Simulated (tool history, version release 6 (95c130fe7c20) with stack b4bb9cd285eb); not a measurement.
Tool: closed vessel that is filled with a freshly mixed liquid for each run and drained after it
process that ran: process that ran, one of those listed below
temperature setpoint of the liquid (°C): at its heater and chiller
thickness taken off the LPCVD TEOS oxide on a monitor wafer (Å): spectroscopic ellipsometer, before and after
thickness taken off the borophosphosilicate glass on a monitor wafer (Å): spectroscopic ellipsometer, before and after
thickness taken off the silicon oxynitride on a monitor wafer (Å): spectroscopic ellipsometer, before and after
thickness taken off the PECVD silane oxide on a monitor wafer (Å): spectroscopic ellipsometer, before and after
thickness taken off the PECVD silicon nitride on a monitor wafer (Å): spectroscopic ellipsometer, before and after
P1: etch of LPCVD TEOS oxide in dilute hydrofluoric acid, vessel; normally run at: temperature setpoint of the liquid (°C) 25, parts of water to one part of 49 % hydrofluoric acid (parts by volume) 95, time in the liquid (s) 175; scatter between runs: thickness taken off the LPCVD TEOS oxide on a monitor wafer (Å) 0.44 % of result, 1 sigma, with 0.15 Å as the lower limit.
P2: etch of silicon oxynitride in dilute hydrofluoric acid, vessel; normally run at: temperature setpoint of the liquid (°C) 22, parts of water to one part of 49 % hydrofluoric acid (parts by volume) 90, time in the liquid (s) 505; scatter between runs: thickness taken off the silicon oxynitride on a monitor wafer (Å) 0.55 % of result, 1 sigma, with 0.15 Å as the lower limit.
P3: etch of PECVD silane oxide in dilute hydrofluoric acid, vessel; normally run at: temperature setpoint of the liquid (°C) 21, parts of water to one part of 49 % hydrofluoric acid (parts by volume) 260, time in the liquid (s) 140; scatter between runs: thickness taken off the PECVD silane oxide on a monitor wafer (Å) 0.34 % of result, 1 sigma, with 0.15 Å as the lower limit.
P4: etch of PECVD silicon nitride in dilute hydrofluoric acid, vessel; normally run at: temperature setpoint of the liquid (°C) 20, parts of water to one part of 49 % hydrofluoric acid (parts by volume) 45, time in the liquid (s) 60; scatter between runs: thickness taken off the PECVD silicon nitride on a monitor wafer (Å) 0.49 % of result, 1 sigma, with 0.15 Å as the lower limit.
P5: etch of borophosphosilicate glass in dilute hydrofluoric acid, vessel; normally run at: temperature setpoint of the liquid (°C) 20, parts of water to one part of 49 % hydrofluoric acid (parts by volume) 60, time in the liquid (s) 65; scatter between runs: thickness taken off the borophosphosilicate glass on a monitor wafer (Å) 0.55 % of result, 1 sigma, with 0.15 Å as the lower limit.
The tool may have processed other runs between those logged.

run	hour	process that ran	temperature setpoint of the liquid (°C)	parts of water to one part of 49 % hydrofluoric acid (parts by volume)	time in the liquid (s)	thickness taken off the LPCVD TEOS oxide on a monitor wafer (Å)	thickness taken off the borophosphosilicate glass on a monitor wafer (Å)	thickness taken off the silicon oxynitride on a monitor wafer (Å)	thickness taken off the PECVD silane oxide on a monitor wafer (Å)	thickness taken off the PECVD silicon nitride on a monitor wafer (Å)
1	11.6	P1	25	95	175	372.16				
2	22.9	P5	20	20	65		1530.8			
3	29.7	P2	22	145	505			87.454		
4	36	P5	20	60	65		482.73			
5	47.4	P3	21	260	260				220.62	
6	59	P1	25	95	175	368.87				
7	65.9	P3	21	260	140				119.28	
8	72.5	P1	25	95	35	74.381				
9	84.2	P4	20	45	60					44.669
10	92.7	P4	20	45	30					22.158
11	99.4	P5	20	60	65		482.58			
12	107.1	P4	20	45	60					44.899
13	114	P1	25	95	175	372.46				
14	126.2	P4	17	45	60					36.12
15	132.3	P1	25	40	175	942.95				
16	140	P4	20	75	60					27.629
17	151.3	P2	22	90	890			257.69		
18	160.7	P3	27	260	140				147.3	
19	170.9	P2	29	90	505			204.12		
20	180.6	P2	22	90	505			145.55		
# hour 180.7: hydrofluoric acid flow meter replaced
21	187.6	P1	25	95	340	719.16				
22	199.2	P5	27	60	65		646.49			
23	210.7	P5	20	60	125		935.88			
24	221.6	P1	25	95	175	370.04				
25	231.7	P1	21	95	175	316.15				
26	240.1	P1	25	95	175	371.35				
27	247.7	P1	25	95	175	371.09				
28	258.3	P3	21	125	140				284.97	
29	263.8	P1	31.5	95	175	474.96				
30	269.3	P1	31	35	175	1381.2				
31	278.1	P1	25	165	175	195.38				
32	287.1	P1	25	95	175	369.63				
33	298.5	P1	25	95	175	357.93				
34	305.8	P1	25	95	175	360.22				
35	314.3	P1	25	95	175	353.36				
36	319.6	P1	25	95	175	349.65				
37	327.6	P1	25	95	175	353.08				
38	335	P1	25	95	175	349.57				
39	344.7	P1	25	95	175	347.16				
40	356.1	P1	25	95	175	347.99				
41	361.7	P1	25	95	175	349.29				
42	369.7	P1	25	95	175	347.08				
43	377.3	P1	25	95	175	349.47				

The output of P1 has drifted from where it used to be. Each of the 2 causes below, taken at the size shown beside it, accounts for the log equally well:
A: hydrofluoric acid flow below the setpoint (%) = 5.31
B: liquid colder than its thermometer reads (K) = 1.55
Onset of the creep was near hour 287.1.

Which of the check runs below tells the causes apart, meaning the causes would give it clearly different results? Each run uses 2 wafers whose results are averaged, and each result is shown as a question mark.
check 1	384.9	P2	28.5	135	505			?		
check 2	384.9	P4	20	45	30					?
check 3	384.9	P3	21	175	240				?	
check 4	384.9	P5	25.5	60	125		?			

Outcome of each check run for each possible cause:
check	result	if A	if B
check 1	thickness taken off the silicon oxynitride on a monitor wafer (Å)	119.19	118.28
check 2	thickness taken off the PECVD silicon nitride on a monitor wafer (Å)	21.276	20.125
check 3	thickness taken off the PECVD silane oxide on a monitor wafer (Å)	309.28	310.53
check 4	thickness taken off the borophosphosilicate glass on a monitor wafer (Å)	1099.6	1095.4
Distance between the nearest two causes, measured in the result of the check that separates them most: check 1 0.77 %; check 2 5.56 %; check 3 0.4 %; check 4 0.39 %
Only check 2 tells the causes apart: in the others they would give nearly the same result.

Check 2 has now been run. It gave: thickness taken off the PECVD silicon nitride on a monitor wafer (Å) 20.321. Which of the candidate causes is it?

It was cause B: liquid colder than its thermometer reads (K).
